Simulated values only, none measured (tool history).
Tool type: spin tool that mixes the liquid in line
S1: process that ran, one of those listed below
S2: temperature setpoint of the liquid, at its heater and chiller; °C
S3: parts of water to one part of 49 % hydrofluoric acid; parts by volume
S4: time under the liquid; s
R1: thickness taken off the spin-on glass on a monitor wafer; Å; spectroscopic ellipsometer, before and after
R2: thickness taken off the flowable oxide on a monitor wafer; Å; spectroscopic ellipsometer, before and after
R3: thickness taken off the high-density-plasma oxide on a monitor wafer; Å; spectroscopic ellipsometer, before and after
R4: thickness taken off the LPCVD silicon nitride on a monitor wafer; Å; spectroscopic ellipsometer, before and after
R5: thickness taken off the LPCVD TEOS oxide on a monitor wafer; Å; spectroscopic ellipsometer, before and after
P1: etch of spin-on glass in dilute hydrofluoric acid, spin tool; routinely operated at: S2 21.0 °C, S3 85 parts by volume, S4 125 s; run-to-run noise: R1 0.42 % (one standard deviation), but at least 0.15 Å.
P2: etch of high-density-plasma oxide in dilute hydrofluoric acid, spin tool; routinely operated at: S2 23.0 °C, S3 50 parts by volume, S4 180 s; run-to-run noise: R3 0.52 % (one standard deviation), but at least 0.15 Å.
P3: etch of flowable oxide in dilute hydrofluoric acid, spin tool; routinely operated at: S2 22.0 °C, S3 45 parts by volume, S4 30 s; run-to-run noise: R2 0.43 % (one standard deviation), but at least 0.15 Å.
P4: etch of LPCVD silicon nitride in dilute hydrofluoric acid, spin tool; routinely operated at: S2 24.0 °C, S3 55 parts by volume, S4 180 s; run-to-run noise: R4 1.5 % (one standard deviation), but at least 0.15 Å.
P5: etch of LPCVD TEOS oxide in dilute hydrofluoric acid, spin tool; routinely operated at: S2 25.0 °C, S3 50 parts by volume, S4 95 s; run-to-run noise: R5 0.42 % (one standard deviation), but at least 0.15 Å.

run	hour	S1	S2	S3	S4	R1	R2	R3	R4	R5
1	8.5	P1	21.0	85	125	532.94				
2	16.7	P3	22.0	45	30		331.92			
3	21.3	P2	30.5	50	180			330.69		
4	28.6	P3	30.0	45	30		461.52			
5	36.8	P3	22.0	45	15		167.60			
6	45.9	P1	21.0	125	125	347.43				
7	55.5	P4	32.0	55	180				24.3960	
8	62.0	P1	21.0	85	215	917.76				
9	69.4	P1	21.0	85	125	532.32				
10	74.4	P1	17.5	135	125	276.63				
11	78.7	P4	24.0	55	180				14.2870	
12	85.0	P5	25.0	50	95					352.60
13	93.6	P2	23.0	50	365			497.44		
14	102.4	P1	21.0	85	50	212.35				
15	108.3	P2	23.0	50	180			244.19		
16	113.8	P2	23.0	75	180			159.26		
17	121.1	P4	24.0	80	180				9.9999	
18	126.2	P4	24.0	55	270				22.2270	
19	133.7	P1	21.0	85	125	532.93				
20	139.3	P1	27.0	85	125	680.09				
21	149.1	P1	17.0	85	125	454.55				
# hour 155.1: thermometer replaced
22	155.8	P5	32.5	50	95					473.74
23	163.5	P1	21.0	85	125	535.43				
24	173.2	P5	25.0	20	95					917.72
25	180.9	P1	21.0	145	75	174.82				
26	189.3	P5	25.0	50	175					649.25
27	194.7	P5	25.0	50	95					351.75
28	202.5	P3	22.0	80	30		179.37			
29	208.2	P1	21.0	85	125	533.84				
30	214.8	P1	21.0	55	125	854.13				
31	223.8	P1	21.0	85	125	535.89				
32	230.4	P1	21.0	85	125	532.25				
33	237.9	P1	21.0	85	125	550.39				
34	244.3	P1	21.0	85	125	559.46				
35	253.1	P1	21.0	85	125	565.22				
36	257.5	P1	21.0	85	125	569.18				
37	262.0	P1	21.0	85	125	569.15				
38	270.5	P1	21.0	85	125	576.59				
39	275.5	P1	21.0	85	125	581.16				
40	284.1	P1	21.0	85	125	577.21				
41	293.9	P1	21.0	85	125	579.29				
42	299.5	P1	21.0	85	125	580.82				

P1 no longer gives what it gave before; its output has crept away from where it was. The following 2 causes, each at its listed size, fit the log equally well:
A: hydrofluoric acid flow above the setpoint (%) = 7.47
B: liquid hotter than its thermometer reads (K) = 1.94
The drift started at roughly hour 230.4.

You are offered 4 check runs, listed below with question marks in place of their results; each one averages 5 wafers. Which run separates the listed causes by giving clearly different results for each?
check 1	305.1	P3	29.0	45	30		?			
check 2	305.1	P5	32.0	50	95					?
check 3	305.1	P2	23.0	50	310			?		
check 4	305.1	P4	29.5	55	270				?	

Check results expected under each cause:
check	result	if A	if B
check 1	R2	479.42	479.26
check 2	R5	503.60	501.87
check 3	R3	457.50	458.97
check 4	R4	33.3940	35.2130
Per check, the gap between the least separated pair of causes, taken in the result that splits them most: check 1 0.03 %; check 2 0.34 %; check 3 0.32 %; check 4 5.31 %
Of the check runs offered, only check 4 discriminates between the causes; the rest would read about the same regardless of which cause applies.

Here is what check 4 returned: R4 35.3250 Å. Which cause is it?

It was cause B: liquid hotter than its thermometer reads (K).
